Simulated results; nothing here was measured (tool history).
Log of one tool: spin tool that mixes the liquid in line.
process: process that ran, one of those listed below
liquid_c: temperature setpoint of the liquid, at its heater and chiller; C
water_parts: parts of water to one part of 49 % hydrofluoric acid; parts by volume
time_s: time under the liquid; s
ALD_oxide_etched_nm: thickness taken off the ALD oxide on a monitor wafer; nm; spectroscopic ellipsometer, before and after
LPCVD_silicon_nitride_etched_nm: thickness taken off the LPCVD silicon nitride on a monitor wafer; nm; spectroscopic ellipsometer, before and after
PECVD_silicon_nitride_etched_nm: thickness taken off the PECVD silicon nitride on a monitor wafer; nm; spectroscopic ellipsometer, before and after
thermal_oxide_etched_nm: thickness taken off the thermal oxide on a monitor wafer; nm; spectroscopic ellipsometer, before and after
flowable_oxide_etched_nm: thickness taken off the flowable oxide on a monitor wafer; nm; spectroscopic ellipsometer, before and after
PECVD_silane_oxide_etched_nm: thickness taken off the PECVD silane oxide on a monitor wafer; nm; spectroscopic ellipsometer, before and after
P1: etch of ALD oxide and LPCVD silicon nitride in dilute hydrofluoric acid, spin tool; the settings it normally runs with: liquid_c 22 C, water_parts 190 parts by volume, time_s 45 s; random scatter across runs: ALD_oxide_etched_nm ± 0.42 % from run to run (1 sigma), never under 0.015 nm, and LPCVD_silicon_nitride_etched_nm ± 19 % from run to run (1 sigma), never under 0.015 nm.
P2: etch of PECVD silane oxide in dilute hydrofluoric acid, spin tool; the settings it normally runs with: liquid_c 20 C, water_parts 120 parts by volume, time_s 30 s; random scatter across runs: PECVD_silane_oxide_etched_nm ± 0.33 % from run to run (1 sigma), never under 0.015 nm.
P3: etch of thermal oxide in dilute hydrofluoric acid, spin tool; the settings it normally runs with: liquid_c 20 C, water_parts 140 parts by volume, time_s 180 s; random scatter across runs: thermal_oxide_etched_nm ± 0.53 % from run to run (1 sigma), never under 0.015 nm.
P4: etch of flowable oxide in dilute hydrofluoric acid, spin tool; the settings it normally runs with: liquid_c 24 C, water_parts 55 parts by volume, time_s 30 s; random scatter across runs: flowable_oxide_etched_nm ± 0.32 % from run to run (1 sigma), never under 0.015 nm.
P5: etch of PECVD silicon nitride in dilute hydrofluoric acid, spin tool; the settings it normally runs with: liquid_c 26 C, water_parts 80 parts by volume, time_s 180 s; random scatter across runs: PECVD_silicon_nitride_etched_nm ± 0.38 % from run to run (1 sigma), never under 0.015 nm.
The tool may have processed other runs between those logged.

| run | day | process | liquid_c | water_parts | time_s | ALD_oxide_etched_nm | LPCVD_silicon_nitride_etched_nm | PECVD_silicon_nitride_etched_nm | thermal_oxide_etched_nm | flowable_oxide_etched_nm | PECVD_silane_oxide_etched_nm |
|---|---|---|---|---|---|---|---|---|---|---|---|
| 1 | 0.325 | P1 | 22 | 190 | 45 | 5.1502 | 0.14848 |  |  |  |  |
| 2 | 0.704 | P5 | 26 | 80 | 180 |  |  | 5.5137 |  |  |  |
| 3 | 1.058 | P3 | 20 | 140 | 15 |  |  |  | 0.41762 |  |  |
| 4 | 1.412 | P3 | 20 | 140 | 180 |  |  |  | 4.718 |  |  |
| 5 | 1.683 | P3 | 20 | 80 | 180 |  |  |  | 8.7078 |  |  |
| 6 | 1.917 | P1 | 22 | 190 | 70 | 8.0634 | 0.15781 |  |  |  |  |
| 7 | 2.129 | P5 | 26 | 80 | 315 |  |  | 9.5503 |  |  |  |
| 8 | 2.458 | P1 | 22 | 190 | 45 | 5.1762 | 0.16066 |  |  |  |  |
| 9 | 2.675 | P1 | 22 | 190 | 45 | 5.2231 | 0.050123 |  |  |  |  |
| 10 | 2.862 | P4 | 24 | 55 | 30 |  |  |  |  | 19.697 |  |
| 11 | 3.05 | P2 | 20 | 120 | 30 |  |  |  |  |  | 8.3875 |
| 12 | 3.233 | P1 | 22 | 190 | 20 | 2.3174 | 0.027051 |  |  |  |  |
| 13 | 3.412 | P4 | 24 | 105 | 30 |  |  |  |  | 9.7017 |  |
| 14 | 3.792 | P1 | 22 | 190 | 45 | 5.1808 | 0.085916 |  |  |  |  |
| 15 | 4.133 | P5 | 26 | 140 | 180 |  |  | 3.1453 |  |  |  |
| 16 | 4.462 | P5 | 26 | 80 | 180 |  |  | 5.4302 |  |  |  |
| 17 | 4.662 | P1 | 22 | 190 | 45 | 5.1638 | 0.099447 |  |  |  |  |
| 18 | 4.954 | P2 | 20 | 170 | 30 |  |  |  |  |  | 5.5462 |
| 19 | 5.204 | P1 | 22 | 280 | 45 | 3.1918 | 0.091668 |  |  |  |  |
| 20 | 5.408 | P1 | 29.5 | 190 | 45 | 6.8155 | 0.18214 |  |  |  |  |
| 21 | 5.775 | P1 | 22 | 95 | 45 | 11.558 | 0.22361 |  |  |  |  |
| 22 | 5.988 | P4 | 24 | 55 | 15 |  |  |  |  | 9.8963 |  |
| 23 | 6.175 | P1 | 22 | 285 | 70 | 4.884 | 0.12029 |  |  |  |  |
| 24 | 6.404 | P4 | 19.5 | 55 | 30 |  |  |  |  | 16.341 |  |
| 25 | 6.571 | P4 | 24 | 55 | 30 |  |  |  |  | 19.738 |  |
| 26 | 6.933 | P3 | 25.5 | 140 | 180 |  |  |  | 5.8601 |  |  |
| 27 | 7.179 | P5 | 22 | 80 | 180 |  |  | 4.2004 |  |  |  |
| 28 | 7.383 | P1 | 17 | 190 | 45 | 4.2629 | 0.10648 |  |  |  |  |
| 29 | 7.688 | P2 | 20 | 120 | 15 |  |  |  |  |  | 4.1945 |
| 30 | 8.042 | P3 | 20 | 140 | 180 |  |  |  | 4.6829 |  |  |
| 31 | 8.308 | P2 | 20 | 120 | 30 |  |  |  |  |  | 8.4048 |
| 32 | 8.517 | P2 | 17 | 120 | 30 |  |  |  |  |  | 7.3846 |
| 33 | 8.796 | P1 | 22 | 190 | 45 | 5.1657 | 0.16489 |  |  |  |  |
| 34 | 8.996 | P1 | 22 | 190 | 45 | 5.3234 | 0.10332 |  |  |  |  |
| 35 | 9.292 | P1 | 22 | 190 | 45 | 5.5206 | 0.092537 |  |  |  |  |
| 36 | 9.479 | P1 | 22 | 190 | 45 | 5.491 | 0.15065 |  |  |  |  |
| 37 | 9.721 | P1 | 22 | 190 | 45 | 5.5636 | 0.12838 |  |  |  |  |
| 38 | 10.071 | P1 | 22 | 190 | 45 | 5.5701 | 0.15325 |  |  |  |  |
| 39 | 10.288 | P1 | 22 | 190 | 45 | 5.5796 | 0.1127 |  |  |  |  |
| 40 | 10.512 | P1 | 22 | 190 | 45 | 5.5725 | 0.1067 |  |  |  |  |

P1 no longer gives what it gave before; its output has crept away from where it was. The following 2 causes, each at its listed size, fit the log equally well:
A: hydrofluoric acid flow above the setpoint (%) = 6.23
B: liquid hotter than its thermometer reads (K) = 1.92
The creep began at about day 8.796.

The check runs listed below each take one wafer, and their results are still question marks. Under which run would the listed causes lead to clearly different results?
| check 1 | 10.738 | P3 | 20 | 140 | 20 |  |  |  | ? |  |  |
| check 2 | 10.738 | P4 | 24 | 100 | 30 |  |  |  |  | ? |  |
| check 3 | 10.738 | P5 | 26 | 135 | 180 |  |  | ? |  |  |  |
| check 4 | 10.738 | P2 | 17 | 120 | 15 |  |  |  |  |  | ? |

Predicted outcomes, by check and by cause:
| check | result | if A | if B |
|---|---|---|---|
| check 1 | thermal_oxide_etched_nm | 0.55947 | 0.56341 |
| check 2 | flowable_oxide_etched_nm | 10.927 | 11.012 |
| check 3 | PECVD_silicon_nitride_etched_nm | 3.4575 | 3.6761 |
| check 4 | PECVD_silane_oxide_etched_nm | 3.9558 | 4.0025 |
Per-check spread between the two closest causes, in the result where they differ most: check 1 0.7 %; check 2 0.78 %; check 3 6.13 %; check 4 1.18 %
The other checks would show nearly matching results whichever cause is true, so check 3 is the only one that separates the causes.

Check 3 has now been run. It gave: PECVD_silicon_nitride_etched_nm 3.7275 nm. Which of the candidate causes is it?

Of the candidate causes, it is B: liquid hotter than its thermometer reads (K).
